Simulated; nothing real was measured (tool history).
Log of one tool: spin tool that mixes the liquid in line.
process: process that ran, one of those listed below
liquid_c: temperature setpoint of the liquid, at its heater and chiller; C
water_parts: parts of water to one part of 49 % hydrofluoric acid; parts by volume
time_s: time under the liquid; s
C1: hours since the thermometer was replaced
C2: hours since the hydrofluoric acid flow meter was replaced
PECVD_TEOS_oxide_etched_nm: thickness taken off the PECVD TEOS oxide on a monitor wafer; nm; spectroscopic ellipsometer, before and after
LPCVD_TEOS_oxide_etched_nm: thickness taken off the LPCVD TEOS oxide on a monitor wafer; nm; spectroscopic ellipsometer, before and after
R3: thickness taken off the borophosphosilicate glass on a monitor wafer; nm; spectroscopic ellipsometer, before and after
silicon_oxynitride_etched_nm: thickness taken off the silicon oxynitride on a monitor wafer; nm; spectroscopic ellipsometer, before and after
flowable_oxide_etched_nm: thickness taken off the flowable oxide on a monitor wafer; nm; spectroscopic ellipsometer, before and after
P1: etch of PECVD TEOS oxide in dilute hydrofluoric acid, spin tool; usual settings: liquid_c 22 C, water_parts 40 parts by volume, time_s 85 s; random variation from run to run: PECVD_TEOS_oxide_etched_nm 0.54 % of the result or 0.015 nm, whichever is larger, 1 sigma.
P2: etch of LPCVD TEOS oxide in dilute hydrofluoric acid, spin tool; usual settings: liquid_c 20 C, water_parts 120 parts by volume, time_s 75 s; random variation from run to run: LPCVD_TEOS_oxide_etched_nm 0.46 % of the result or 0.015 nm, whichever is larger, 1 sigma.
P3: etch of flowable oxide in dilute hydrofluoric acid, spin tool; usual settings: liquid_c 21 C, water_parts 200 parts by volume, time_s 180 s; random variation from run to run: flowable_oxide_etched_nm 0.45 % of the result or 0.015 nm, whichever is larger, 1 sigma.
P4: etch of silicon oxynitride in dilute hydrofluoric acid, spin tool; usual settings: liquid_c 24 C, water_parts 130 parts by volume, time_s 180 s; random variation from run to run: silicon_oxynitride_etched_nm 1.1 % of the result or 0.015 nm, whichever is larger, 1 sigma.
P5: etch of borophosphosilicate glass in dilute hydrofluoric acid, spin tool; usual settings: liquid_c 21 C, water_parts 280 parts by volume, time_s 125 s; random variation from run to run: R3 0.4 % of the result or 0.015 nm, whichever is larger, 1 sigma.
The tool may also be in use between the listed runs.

run 1 hour=16.1 | process=P1 liquid_c=22 water_parts=40 time_s=85 | C1=583.8 C2=551.8 | PECVD_TEOS_oxide_etched_nm=51.422
run 2 hour=25.2 | process=P2 liquid_c=20 water_parts=120 time_s=20 | C1=592.9 C2=560.9 | LPCVD_TEOS_oxide_etched_nm=2.8082
run 3 hour=35.1 | process=P5 liquid_c=21 water_parts=280 time_s=125 | C1=602.8 C2=570.8 | R3=10.278
run 4 hour=53.6 | process=P4 liquid_c=24 water_parts=130 time_s=45 | C1=621.3 C2=589.3 | silicon_oxynitride_etched_nm=0.56856
run 5 hour=72.4 | process=P2 liquid_c=20 water_parts=120 time_s=75 | C1=640.1 C2=608.1 | LPCVD_TEOS_oxide_etched_nm=10.539
run 6 hour=83.7 | process=P3 liquid_c=29 water_parts=200 time_s=180 | C1=651.4 C2=619.4 | flowable_oxide_etched_nm=62.225
run 7 hour=96.9 | process=P3 liquid_c=21 water_parts=50 time_s=180 | C1=664.6 C2=632.6 | flowable_oxide_etched_nm=217.46
run 8 hour=109.4 | process=P1 liquid_c=22 water_parts=40 time_s=15 | C1=677.1 C2=645.1 | PECVD_TEOS_oxide_etched_nm=9.1529
run 9 hour=126.9 | process=P1 liquid_c=22 water_parts=40 time_s=85 | C1=694.6 C2=662.6 | PECVD_TEOS_oxide_etched_nm=52.042
run 10 hour=142.7 | process=P3 liquid_c=21 water_parts=200 time_s=180 | C1=710.4 C2=678.4 | flowable_oxide_etched_nm=46.288
run 11 hour=158.5 | process=P1 liquid_c=22 water_parts=40 time_s=85 | C1=726.2 C2=694.2 | PECVD_TEOS_oxide_etched_nm=52.02
run 12 hour=170.8 | process=P1 liquid_c=28.5 water_parts=40 time_s=85 | C1=738.5 C2=706.5 | PECVD_TEOS_oxide_etched_nm=67.803
run 13 hour=181.6 | process=P1 liquid_c=22 water_parts=20 time_s=15 | C1=749.3 C2=717.3 | PECVD_TEOS_oxide_etched_nm=18.748
run 14 hour=190 | process=P1 liquid_c=22 water_parts=40 time_s=165 | C1=757.7 C2=725.7 | PECVD_TEOS_oxide_etched_nm=100.08
run 15 hour=206.8 | process=P4 liquid_c=24 water_parts=130 time_s=180 | C1=774.5 C2=742.5 | silicon_oxynitride_etched_nm=2.3347
run 16 hour=225.1 | process=P5 liquid_c=21 water_parts=505 time_s=125 | C1=792.8 C2=760.8 | R3=4.6618
run 17 hour=239.4 | process=P1 liquid_c=17 water_parts=40 time_s=85 | C1=807.1 C2=775.1 | PECVD_TEOS_oxide_etched_nm=41.884
run 18 hour=251.1 | process=P1 liquid_c=22 water_parts=40 time_s=85 | C1=818.8 C2=786.8 | PECVD_TEOS_oxide_etched_nm=51.994
run 19 hour=267.7 | process=P5 liquid_c=21 water_parts=280 time_s=185 | C1=835.4 C2=803.4 | R3=15.16
run 20 hour=283.8 | process=P5 liquid_c=28.5 water_parts=280 time_s=125 | C1=851.5 C2=819.5 | R3=13.359
run 21 hour=300.1 | process=P4 liquid_c=24 water_parts=25 time_s=180 | C1=867.8 C2=835.8 | silicon_oxynitride_etched_nm=13.21
run 22 hour=311.6 | process=P1 liquid_c=22 water_parts=40 time_s=85 | C1=879.3 C2=847.3 | PECVD_TEOS_oxide_etched_nm=51.631
run 23 hour=328.1 | process=P1 liquid_c=22 water_parts=60 time_s=30 | C1=895.8 C2=863.8 | PECVD_TEOS_oxide_etched_nm=11.869
run 24 hour=344.5 | process=P1 liquid_c=22 water_parts=60 time_s=85 | C1=912.2 C2=880.2 | PECVD_TEOS_oxide_etched_nm=33.645
run 25 hour=353 | process=P3 liquid_c=21 water_parts=200 time_s=345 | C1=920.7 C2=888.7 | flowable_oxide_etched_nm=88.728
run 26 hour=362.7 | process=P1 liquid_c=22 water_parts=20 time_s=85 | C1=930.4 C2=898.4 | PECVD_TEOS_oxide_etched_nm=106
run 27 hour=372.5 | process=P1 liquid_c=22 water_parts=40 time_s=85 | C1=940.2 C2=908.2 | PECVD_TEOS_oxide_etched_nm=51.728
run 28 hour=383.3 | process=P3 liquid_c=21 water_parts=200 time_s=180 | C1=951 C2=919 | flowable_oxide_etched_nm=45.832
run 29 hour=394 | process=P2 liquid_c=20 water_parts=25 time_s=75 | C1=961.7 C2=929.7 | LPCVD_TEOS_oxide_etched_nm=55.912
run 30 hour=410.6 | process=P2 liquid_c=20 water_parts=120 time_s=75 | C1=978.3 C2=946.3 | LPCVD_TEOS_oxide_etched_nm=10.488
run 31 hour=424.3 | process=P2 liquid_c=17 water_parts=120 time_s=75 | C1=992 C2=960 | LPCVD_TEOS_oxide_etched_nm=9.2947
run 32 hour=442.6 | process=P4 liquid_c=17 water_parts=130 time_s=180 | C1=1010.3 C2=978.3 | silicon_oxynitride_etched_nm=1.7002
run 33 hour=455.6 | process=P1 liquid_c=22 water_parts=40 time_s=85 | C1=1023.3 C2=991.3 | PECVD_TEOS_oxide_etched_nm=52.144
run 34 hour=468.9 | process=P1 liquid_c=22 water_parts=40 time_s=85 | C1=1036.6 C2=1004.6 | PECVD_TEOS_oxide_etched_nm=50.124
run 35 hour=483.4 | process=P1 liquid_c=22 water_parts=40 time_s=85 | C1=1051.1 C2=1019.1 | PECVD_TEOS_oxide_etched_nm=49.128
run 36 hour=500.7 | process=P1 liquid_c=22 water_parts=40 time_s=85 | C1=1068.4 C2=1036.4 | PECVD_TEOS_oxide_etched_nm=48.14
run 37 hour=509.5 | process=P1 liquid_c=22 water_parts=40 time_s=85 | C1=1077.2 C2=1045.2 | PECVD_TEOS_oxide_etched_nm=48.7
run 38 hour=522 | process=P1 liquid_c=22 water_parts=40 time_s=85 | C1=1089.7 C2=1057.7 | PECVD_TEOS_oxide_etched_nm=48.431
run 39 hour=532.2 | process=P1 liquid_c=22 water_parts=40 time_s=85 | C1=1099.9 C2=1067.9 | PECVD_TEOS_oxide_etched_nm=48.538

What P1 gives has crept away from where it was. These 2 causes fit the log equally well, each at the size given:
A: hydrofluoric acid flow below the setpoint (%) = 6.27
B: liquid colder than its thermometer reads (K) = 1.61
The creep began at about hour 455.6.

4 check runs are offered, one wafer each, their results left as question marks. Which one tells the causes apart?
run check 1 hour=542.4 | process=P3 liquid_c=21 water_parts=60 time_s=180 | flowable_oxide_etched_nm=?
run check 2 hour=542.4 | process=P5 liquid_c=26.5 water_parts=420 time_s=125 | R3=?
run check 3 hour=542.4 | process=P2 liquid_c=17 water_parts=120 time_s=50 | LPCVD_TEOS_oxide_etched_nm=?
run check 4 hour=542.4 | process=P4 liquid_c=24 water_parts=60 time_s=105 | silicon_oxynitride_etched_nm=?

What each check would give under each cause:
check=check_1 result=flowable_oxide_etched_nm if_A=167.61 if_B=167.9
check=check_2 result=R3 if_A=6.6191 if_B=6.8845
check=check_3 result=LPCVD_TEOS_oxide_etched_nm if_A=5.7378 if_B=5.7677
check=check_4 result=silicon_oxynitride_etched_nm if_A=2.948 if_B=2.9173
How far apart the two closest causes lie, in the result that separates them most: check 1 0.18 %; check 2 3.93 %; check 3 0.52 %; check 4 1.05 %
Check 2 tells the causes apart: in the others they would give nearly the same result.

Then check 2 was run and gave: R3 6.8613 nm. Which cause is it?

It is B: liquid colder than its thermometer reads (K).
